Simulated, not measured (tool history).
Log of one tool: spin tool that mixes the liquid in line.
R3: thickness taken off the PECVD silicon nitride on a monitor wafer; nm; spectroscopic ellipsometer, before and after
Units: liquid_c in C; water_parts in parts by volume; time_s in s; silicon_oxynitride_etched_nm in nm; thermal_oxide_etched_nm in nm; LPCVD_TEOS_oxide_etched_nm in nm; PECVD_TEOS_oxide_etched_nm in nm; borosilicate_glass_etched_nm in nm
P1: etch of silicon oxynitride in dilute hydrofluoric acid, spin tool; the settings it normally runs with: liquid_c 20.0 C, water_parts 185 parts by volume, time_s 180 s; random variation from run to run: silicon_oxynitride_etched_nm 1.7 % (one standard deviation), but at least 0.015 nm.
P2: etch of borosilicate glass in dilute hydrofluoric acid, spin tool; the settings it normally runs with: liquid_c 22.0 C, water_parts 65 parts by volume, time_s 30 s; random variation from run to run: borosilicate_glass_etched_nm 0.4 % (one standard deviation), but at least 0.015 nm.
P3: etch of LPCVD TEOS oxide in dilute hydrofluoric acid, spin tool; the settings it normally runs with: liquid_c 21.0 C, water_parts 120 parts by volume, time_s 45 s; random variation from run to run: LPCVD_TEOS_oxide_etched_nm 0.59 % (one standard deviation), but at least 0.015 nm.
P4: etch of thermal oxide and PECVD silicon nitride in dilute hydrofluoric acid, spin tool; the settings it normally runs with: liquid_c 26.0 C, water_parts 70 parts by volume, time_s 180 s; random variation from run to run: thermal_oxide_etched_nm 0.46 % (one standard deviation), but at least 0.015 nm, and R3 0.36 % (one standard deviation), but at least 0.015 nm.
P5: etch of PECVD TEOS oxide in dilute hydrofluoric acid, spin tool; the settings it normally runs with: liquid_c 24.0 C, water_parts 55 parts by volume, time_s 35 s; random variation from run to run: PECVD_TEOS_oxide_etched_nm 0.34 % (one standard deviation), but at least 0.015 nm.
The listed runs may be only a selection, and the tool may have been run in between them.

run 1 hour=6.2 | process=P1 liquid_c=20.0 water_parts=185 time_s=180 | silicon_oxynitride_etched_nm=1.27520
run 2 hour=12.7 | process=P4 liquid_c=26.0 water_parts=70 time_s=180 | thermal_oxide_etched_nm=14.0150 R3=7.8900
run 3 hour=24.9 | process=P3 liquid_c=21.0 water_parts=120 time_s=20 | LPCVD_TEOS_oxide_etched_nm=2.4058
run 4 hour=35.3 | process=P5 liquid_c=17.5 water_parts=55 time_s=35 | PECVD_TEOS_oxide_etched_nm=10.1590
run 5 hour=43.7 | process=P1 liquid_c=20.0 water_parts=40 time_s=280 | silicon_oxynitride_etched_nm=10.55600
run 6 hour=49.4 | process=P3 liquid_c=17.0 water_parts=120 time_s=45 | LPCVD_TEOS_oxide_etched_nm=4.6819
run 7 hour=56.0 | process=P4 liquid_c=26.0 water_parts=100 time_s=180 | thermal_oxide_etched_nm=9.4424 R3=5.4949
run 8 hour=68.5 | process=P3 liquid_c=21.0 water_parts=120 time_s=45 | LPCVD_TEOS_oxide_etched_nm=5.4929
run 9 hour=75.3 | process=P4 liquid_c=21.0 water_parts=70 time_s=180 | thermal_oxide_etched_nm=11.4310 R3=5.6290
run 10 hour=87.6 | process=P5 liquid_c=24.0 water_parts=55 time_s=35 | PECVD_TEOS_oxide_etched_nm=13.3020
run 11 hour=100.7 | process=P2 liquid_c=22.0 water_parts=65 time_s=30 | borosilicate_glass_etched_nm=24.693
run 12 hour=113.6 | process=P2 liquid_c=22.0 water_parts=25 time_s=30 | borosilicate_glass_etched_nm=66.976
run 13 hour=125.6 | process=P1 liquid_c=20.0 water_parts=185 time_s=15 | silicon_oxynitride_etched_nm=0.10324
run 14 hour=136.4 | process=P5 liquid_c=24.0 water_parts=55 time_s=35 | PECVD_TEOS_oxide_etched_nm=13.3410
run 15 hour=142.9 | process=P1 liquid_c=17.0 water_parts=185 time_s=180 | silicon_oxynitride_etched_nm=1.07530
run 16 hour=149.6 | process=P1 liquid_c=20.0 water_parts=185 time_s=320 | silicon_oxynitride_etched_nm=2.35240
run 17 hour=159.2 | process=P1 liquid_c=20.0 water_parts=55 time_s=275 | silicon_oxynitride_etched_nm=7.26020
run 18 hour=171.6 | process=P1 liquid_c=20.0 water_parts=185 time_s=180 | silicon_oxynitride_etched_nm=1.32280
run 19 hour=184.6 | process=P1 liquid_c=20.0 water_parts=185 time_s=180 | silicon_oxynitride_etched_nm=1.29640
run 20 hour=191.6 | process=P1 liquid_c=20.0 water_parts=185 time_s=180 | silicon_oxynitride_etched_nm=1.24750
run 21 hour=200.5 | process=P1 liquid_c=20.0 water_parts=270 time_s=180 | silicon_oxynitride_etched_nm=0.85572
run 22 hour=206.5 | process=P3 liquid_c=21.0 water_parts=190 time_s=45 | LPCVD_TEOS_oxide_etched_nm=3.2013
run 23 hour=218.8 | process=P2 liquid_c=22.0 water_parts=65 time_s=30 | borosilicate_glass_etched_nm=24.770
run 24 hour=230.4 | process=P1 liquid_c=20.0 water_parts=185 time_s=180 | silicon_oxynitride_etched_nm=1.28640
run 25 hour=236.0 | process=P2 liquid_c=18.0 water_parts=65 time_s=30 | borosilicate_glass_etched_nm=21.010
run 26 hour=247.5 | process=P1 liquid_c=20.0 water_parts=295 time_s=315 | silicon_oxynitride_etched_nm=1.32920
run 27 hour=253.7 | process=P5 liquid_c=24.0 water_parts=90 time_s=35 | PECVD_TEOS_oxide_etched_nm=7.8294
run 28 hour=266.6 | process=P1 liquid_c=24.5 water_parts=185 time_s=180 | silicon_oxynitride_etched_nm=1.55030
run 29 hour=276.6 | process=P5 liquid_c=24.0 water_parts=55 time_s=15 | PECVD_TEOS_oxide_etched_nm=5.7657
run 30 hour=287.8 | process=P4 liquid_c=26.0 water_parts=70 time_s=85 | thermal_oxide_etched_nm=6.6326 R3=3.7177
run 31 hour=298.5 | process=P2 liquid_c=22.0 water_parts=65 time_s=15 | borosilicate_glass_etched_nm=12.352
run 32 hour=307.6 | process=P1 liquid_c=20.0 water_parts=85 time_s=180 | silicon_oxynitride_etched_nm=2.97440
run 33 hour=320.1 | process=P1 liquid_c=20.0 water_parts=185 time_s=180 | silicon_oxynitride_etched_nm=1.28430
run 34 hour=331.1 | process=P1 liquid_c=20.0 water_parts=185 time_s=180 | silicon_oxynitride_etched_nm=1.29120
run 35 hour=339.2 | process=P1 liquid_c=20.0 water_parts=185 time_s=180 | silicon_oxynitride_etched_nm=1.34530
run 36 hour=351.3 | process=P1 liquid_c=20.0 water_parts=185 time_s=180 | silicon_oxynitride_etched_nm=1.40050
run 37 hour=357.9 | process=P1 liquid_c=20.0 water_parts=185 time_s=180 | silicon_oxynitride_etched_nm=1.40070
run 38 hour=366.3 | process=P1 liquid_c=20.0 water_parts=185 time_s=180 | silicon_oxynitride_etched_nm=1.45170
run 39 hour=377.1 | process=P1 liquid_c=20.0 water_parts=185 time_s=180 | silicon_oxynitride_etched_nm=1.43270
run 40 hour=385.4 | process=P1 liquid_c=20.0 water_parts=185 time_s=180 | silicon_oxynitride_etched_nm=1.43310

P1 no longer gives what it gave before; its output has crept away from where it was. The following 2 causes, each at its listed size, fit the log equally well:
A: liquid hotter than its thermometer reads (K) = 2.22
B: hydrofluoric acid flow above the setpoint (%) = 9.59
At approximately hour 331.1, the process output began to creep.

Below are 4 check runs, each on a single wafer, with their results shown as question marks. Which of them would tell the listed causes apart, meaning the causes would give clearly different results under it?
run check 1 hour=393.7 | process=P3 liquid_c=21.0 water_parts=120 time_s=45 | LPCVD_TEOS_oxide_etched_nm=?
run check 2 hour=393.7 | process=P2 liquid_c=22.0 water_parts=65 time_s=30 | borosilicate_glass_etched_nm=?
run check 3 hour=393.7 | process=P5 liquid_c=24.0 water_parts=55 time_s=35 | PECVD_TEOS_oxide_etched_nm=?
run check 4 hour=393.7 | process=P4 liquid_c=26.0 water_parts=70 time_s=180 | thermal_oxide_etched_nm=? R3=?

Expected result of each check under each candidate cause:
check=check_1 result=LPCVD_TEOS_oxide_etched_nm if_A=5.9926 if_B=6.0835
check=check_2 result=borosilicate_glass_etched_nm if_A=27.095 if_B=27.305
check=check_3 result=PECVD_TEOS_oxide_etched_nm if_A=14.6650 if_B=14.7780
check=check_4 result=thermal_oxide_etched_nm if_A=15.3160 if_B=15.5060
check=check_4 result=R3 if_A=9.0952 if_B=8.6147
Per-check spread between the two closest causes, in the result where they differ most: check 1 1.51 %; check 2 0.77 %; check 3 0.77 %; check 4 5.43 %
Check 4 is the one run that separates the causes; every other check would come out nearly the same whichever cause is at work.

Then check 4 was run and gave: thermal_oxide_etched_nm 15.6120 nm; R3 8.5623 nm. Which cause is it?

The cause is B: hydrofluoric acid flow above the setpoint (%).

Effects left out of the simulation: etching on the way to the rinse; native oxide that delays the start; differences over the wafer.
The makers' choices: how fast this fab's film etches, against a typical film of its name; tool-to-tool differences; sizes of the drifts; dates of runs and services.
